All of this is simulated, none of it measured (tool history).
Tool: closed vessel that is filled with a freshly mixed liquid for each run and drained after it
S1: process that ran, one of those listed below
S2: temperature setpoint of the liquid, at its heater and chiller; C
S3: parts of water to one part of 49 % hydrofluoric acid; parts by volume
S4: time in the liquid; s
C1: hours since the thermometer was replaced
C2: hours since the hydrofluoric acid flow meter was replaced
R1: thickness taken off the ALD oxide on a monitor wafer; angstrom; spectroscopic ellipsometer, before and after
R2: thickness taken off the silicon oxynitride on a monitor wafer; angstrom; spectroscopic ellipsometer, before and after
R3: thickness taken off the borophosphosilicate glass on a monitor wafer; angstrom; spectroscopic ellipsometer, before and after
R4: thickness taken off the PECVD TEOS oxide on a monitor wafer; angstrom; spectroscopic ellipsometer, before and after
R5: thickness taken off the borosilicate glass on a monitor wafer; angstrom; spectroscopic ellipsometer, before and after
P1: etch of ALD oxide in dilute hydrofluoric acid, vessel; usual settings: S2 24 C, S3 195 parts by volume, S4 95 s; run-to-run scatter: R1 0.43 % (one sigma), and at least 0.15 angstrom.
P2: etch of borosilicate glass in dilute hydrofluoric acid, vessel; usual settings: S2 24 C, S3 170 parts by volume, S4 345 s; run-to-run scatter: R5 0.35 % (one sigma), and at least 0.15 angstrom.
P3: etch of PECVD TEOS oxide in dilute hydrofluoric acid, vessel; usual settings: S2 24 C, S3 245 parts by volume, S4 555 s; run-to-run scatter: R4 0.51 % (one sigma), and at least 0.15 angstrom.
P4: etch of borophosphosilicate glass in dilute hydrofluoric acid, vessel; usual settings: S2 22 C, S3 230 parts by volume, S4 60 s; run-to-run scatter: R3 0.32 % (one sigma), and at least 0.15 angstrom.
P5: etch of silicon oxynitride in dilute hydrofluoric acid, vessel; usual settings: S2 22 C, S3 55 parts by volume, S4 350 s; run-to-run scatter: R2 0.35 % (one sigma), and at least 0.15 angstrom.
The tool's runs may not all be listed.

| run | hour | S1 | S2 | S3 | S4 | C1 | C2 | R1 | R2 | R3 | R4 | R5 |
|---|---|---|---|---|---|---|---|---|---|---|---|---|
| 1 | 2.7 | P1 | 24 | 195 | 95 | 705.5 | 173.2 | 64.848 |  |  |  |  |
| 2 | 7.6 | P5 | 22 | 55 | 100 | 710.4 | 178.1 |  | 29.006 |  |  |  |
| 3 | 13.5 | P1 | 24 | 65 | 95 | 716.3 | 184 | 226.58 |  |  |  |  |
| 4 | 17.2 | P4 | 22 | 230 | 60 | 720 | 187.7 |  |  | 80.042 |  |  |
| 5 | 22.9 | P1 | 24 | 195 | 95 | 725.7 | 193.4 | 64.285 |  |  |  |  |
|  | 27.8 | thermometer replaced |
| 6 | 28.8 | P4 | 17 | 230 | 60 | 1.1 | 199.3 |  |  | 65.96 |  |  |
| 7 | 33.2 | P1 | 31.5 | 195 | 95 | 5.5 | 203.7 | 85.17 |  |  |  |  |
| 8 | 36.2 | P5 | 22 | 55 | 350 | 8.5 | 206.7 |  | 102.45 |  |  |  |
| 9 | 42 | P1 | 24 | 195 | 95 | 14.3 | 212.5 | 64.758 |  |  |  |  |
| 10 | 45 | P3 | 24 | 245 | 555 | 17.3 | 215.5 |  |  |  | 291.87 |  |
| 11 | 51.1 | P4 | 22 | 230 | 60 | 23.4 | 221.6 |  |  | 80.549 |  |  |
| 12 | 56.8 | P1 | 24 | 195 | 30 | 29.1 | 227.3 | 20.525 |  |  |  |  |
|  | 58.3 | hydrofluoric acid flow meter replaced |
| 13 | 62.3 | P4 | 22 | 340 | 60 | 34.6 | 4 |  |  | 48.83 |  |  |
| 14 | 65.4 | P1 | 24 | 340 | 95 | 37.7 | 7.1 | 32.044 |  |  |  |  |
| 15 | 68.8 | P3 | 17 | 245 | 555 | 41.1 | 10.5 |  |  |  | 222.28 |  |
| 16 | 73.5 | P2 | 27.5 | 170 | 345 | 45.8 | 15.2 |  |  |  |  | 393.13 |
| 17 | 78.9 | P2 | 24 | 170 | 345 | 51.2 | 20.6 |  |  |  |  | 345.82 |
| 18 | 83.2 | P1 | 24 | 195 | 95 | 55.5 | 24.9 | 64.754 |  |  |  |  |
| 19 | 87.8 | P2 | 24 | 35 | 345 | 60.1 | 29.5 |  |  |  |  | 1999.8 |
| 20 | 93.3 | P2 | 24 | 170 | 70 | 65.6 | 35 |  |  |  |  | 70.594 |
| 21 | 97 | P5 | 28 | 55 | 350 | 69.3 | 38.7 |  | 135.78 |  |  |  |
| 22 | 101.9 | P5 | 22 | 55 | 350 | 74.2 | 43.6 |  | 102.27 |  |  |  |
| 23 | 106.7 | P1 | 24 | 195 | 95 | 79 | 48.4 | 65.112 |  |  |  |  |
| 24 | 110.9 | P3 | 24 | 410 | 555 | 83.2 | 52.6 |  |  |  | 149.03 |  |
| 25 | 117.1 | P5 | 22 | 20 | 350 | 89.4 | 58.8 |  | 287.32 |  |  |  |
| 26 | 121.1 | P2 | 24 | 170 | 345 | 93.4 | 62.8 |  |  |  |  | 346.09 |
| 27 | 124.4 | P1 | 17.5 | 195 | 95 | 96.7 | 66.1 | 50.64 |  |  |  |  |
| 28 | 130.5 | P1 | 32 | 295 | 95 | 102.8 | 72.2 | 50.028 |  |  |  |  |
| 29 | 133.7 | P3 | 24 | 245 | 1060 | 106 | 75.4 |  |  |  | 551.24 |  |
| 30 | 138.1 | P4 | 22 | 230 | 30 | 110.4 | 79.8 |  |  | 40.197 |  |  |
| 31 | 144 | P1 | 24 | 195 | 140 | 116.3 | 85.7 | 95.601 |  |  |  |  |
| 32 | 148 | P1 | 24 | 195 | 95 | 120.3 | 89.7 | 64.703 |  |  |  |  |
| 33 | 151.6 | P1 | 24 | 195 | 95 | 123.9 | 93.3 | 65.221 |  |  |  |  |
| 34 | 157.3 | P1 | 24 | 195 | 95 | 129.6 | 99 | 67.065 |  |  |  |  |

The next listed run, before its measurement:
| 35 | 160.5 | P1 | 24 | 195 | 95 | 132.8 | 102.2 | ? |  |  |  |  |

{"run 35": {"R1": 67.378}}

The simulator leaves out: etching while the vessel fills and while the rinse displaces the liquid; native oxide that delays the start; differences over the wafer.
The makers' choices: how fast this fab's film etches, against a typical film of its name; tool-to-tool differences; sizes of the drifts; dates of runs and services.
